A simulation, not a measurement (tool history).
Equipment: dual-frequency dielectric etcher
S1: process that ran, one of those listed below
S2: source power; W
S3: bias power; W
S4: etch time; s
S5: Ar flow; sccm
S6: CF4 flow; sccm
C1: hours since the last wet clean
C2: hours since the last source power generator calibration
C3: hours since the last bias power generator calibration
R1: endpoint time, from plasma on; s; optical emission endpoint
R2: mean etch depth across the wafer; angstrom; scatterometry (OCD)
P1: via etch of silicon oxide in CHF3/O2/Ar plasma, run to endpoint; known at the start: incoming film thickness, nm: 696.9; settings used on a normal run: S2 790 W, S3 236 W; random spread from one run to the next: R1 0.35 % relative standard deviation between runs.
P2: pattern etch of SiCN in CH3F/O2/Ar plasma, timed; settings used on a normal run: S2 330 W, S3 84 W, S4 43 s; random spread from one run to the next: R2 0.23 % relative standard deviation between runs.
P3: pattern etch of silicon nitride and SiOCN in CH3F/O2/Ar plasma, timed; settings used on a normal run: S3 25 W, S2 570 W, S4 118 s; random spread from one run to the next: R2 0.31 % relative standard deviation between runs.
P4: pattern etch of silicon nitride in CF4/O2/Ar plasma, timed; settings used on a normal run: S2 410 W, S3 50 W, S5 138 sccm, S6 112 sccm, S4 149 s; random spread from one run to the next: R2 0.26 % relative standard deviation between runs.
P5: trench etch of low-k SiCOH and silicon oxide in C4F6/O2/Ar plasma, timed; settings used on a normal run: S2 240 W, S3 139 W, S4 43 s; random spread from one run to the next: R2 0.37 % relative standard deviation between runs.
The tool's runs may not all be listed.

run	hour	S1	S2	S3	S4	S5	S6	C1	C2	C3	R1	R2
1	3.9	P1	790	236				109.7	1296	2204.9	297.93	
2	7.9	P3	570	25	163			113.7	1300	2208.9		256.86
3	11	P4	410	50	149	138	74	116.8	1303.1	2212		2175.8
4	13.9	P1	790	293				119.7	1306	2214.9	276.32	
5	19.4	P1	790	236				125.2	1311.5	2220.4	299.45	
6	23.2	P1	650	198				129	1315.3	2224.2	343.16	
7	28.3	P1	790	144				134.1	1320.4	2229.3	350.91	
# hour 32.2: source power generator calibrated
8	33.6	P4	410	50	149	138	112	139.4	1.4	2234.6		2292.2
9	39.2	P1	520	157				145	7	2240.2	399.59	
10	41.8	P1	620	315				147.6	9.6	2242.8	294.66	
11	47.6	P3	570	25	118			153.4	15.4	2248.6		185.23
12	50.8	P2	330	84	43			156.6	18.6	2251.8		158.28
13	54.4	P5	320	139	43			160.2	22.2	2255.4		1146.3
14	59.2	P5	240	139	43			165	27	2260.2		1020.3
15	63	P4	300	50	149	138	112	168.8	30.8	2264		1756.6
16	68.2	P1	790	236				174	36	2269.2	298.56	
17	72.7	P5	240	139	27			178.5	40.5	2273.7		645.08
18	75.2	P3	570	16	118			181	43	2276.2		153.82
19	78.5	P4	410	50	149	101	112	184.3	46.3	2279.5		2385.2
20	81.1	P2	330	84	23.5			186.9	48.9	2282.1		86.499
21	85.8	P1	580	236				191.6	53.6	2286.8	336.32	
22	90.1	P4	410	50	216.5	138	112	195.9	57.9	2291.1		3343.6
23	93.6	P3	350	25	118			199.4	61.4	2294.6		158.14
24	97.5	P5	240	139	43			203.3	65.3	2298.5		1015.9
25	100.8	P4	410	50	149	138	112	206.6	68.6	2301.8		2292.9
26	104.7	P4	410	39	149	138	112	210.5	72.5	2305.7		2102.5
27	108.6	P1	790	236				214.4	76.4	2309.6	298.09	
28	113.9	P5	240	165	43			219.7	81.7	2314.9		1081.7
29	118.4	P2	210	84	43			224.2	86.2	2319.4		133.86
30	123.3	P2	330	61	43			229.1	91.1	2324.3		140.95
31	127.1	P2	330	84	43			232.9	94.9	2328.1		158.41
32	132.6	P1	1110	236				238.4	100.4	2333.6	262.59	
33	136.9	P1	790	236				242.7	104.7	2337.9	296.99	
34	142.3	P1	790	236				248.1	110.1	2343.3	298.51	
35	146.9	P1	790	236				252.7	114.7	2347.9	302.53	
36	151	P1	790	236				256.8	118.8	2352	301.44	
37	156.8	P1	790	236				262.6	124.6	2357.8	303.68	
38	159.3	P1	790	236				265.1	127.1	2360.3	303.13	
39	163.2	P1	790	236				269	131	2364.2	303.78	
# hour 163.4: wet clean of the chamber
40	168.4	P1	790	236				5.1	136.2	2369.4	302.16	
41	173.9	P1	790	236				10.6	141.7	2374.9	305.14	
42	178.2	P1	790	236				14.9	146	2379.2	301.28	

P1 has crept away from where it was. The log is fitted equally well by each of these 2 causes, at the sizes shown:
A: bias power that arrives under what is set, % = 4.94
B: source power that arrives under what is set, % = 4.52
At approximately hour 136.9, the process output began to creep.
What rules out each remaining cause:
chamber walls in a state that lowers the etch rate, %: serviced at hour 163.4, which brought nothing back

Listed below are the offered check runs, one wafer per run, with question marks in place of results. For which of them would the causes give clearly different outcomes?
check 1	182.5	P5	290	139	35							?
check 2	182.5	P2	230	84	23.5							?
check 3	182.5	P3	570	17	143							?
check 4	182.5	P4	410	50	191.5	138	112					?

If the cause were each of the candidates in turn, the checks would give the following:
check	result	if A	if B
check 1	R2	884.55	882.1
check 2	R2	74.196	74.349
check 3	R2	187.11	187.82
check 4	R2	2894.7	2836.1
Smallest distance between any two causes, each pair judged by its most separating result, in per cent: check 1 0.28 %; check 2 0.21 %; check 3 0.38 %; check 4 2.04 %
Check 4 is the one run that separates the causes; every other check would come out nearly the same whichever cause is at work.

Then check 4 was run and gave: R2 2894.2 angstrom. Which cause is it?

It is A: bias power that arrives under what is set, %.
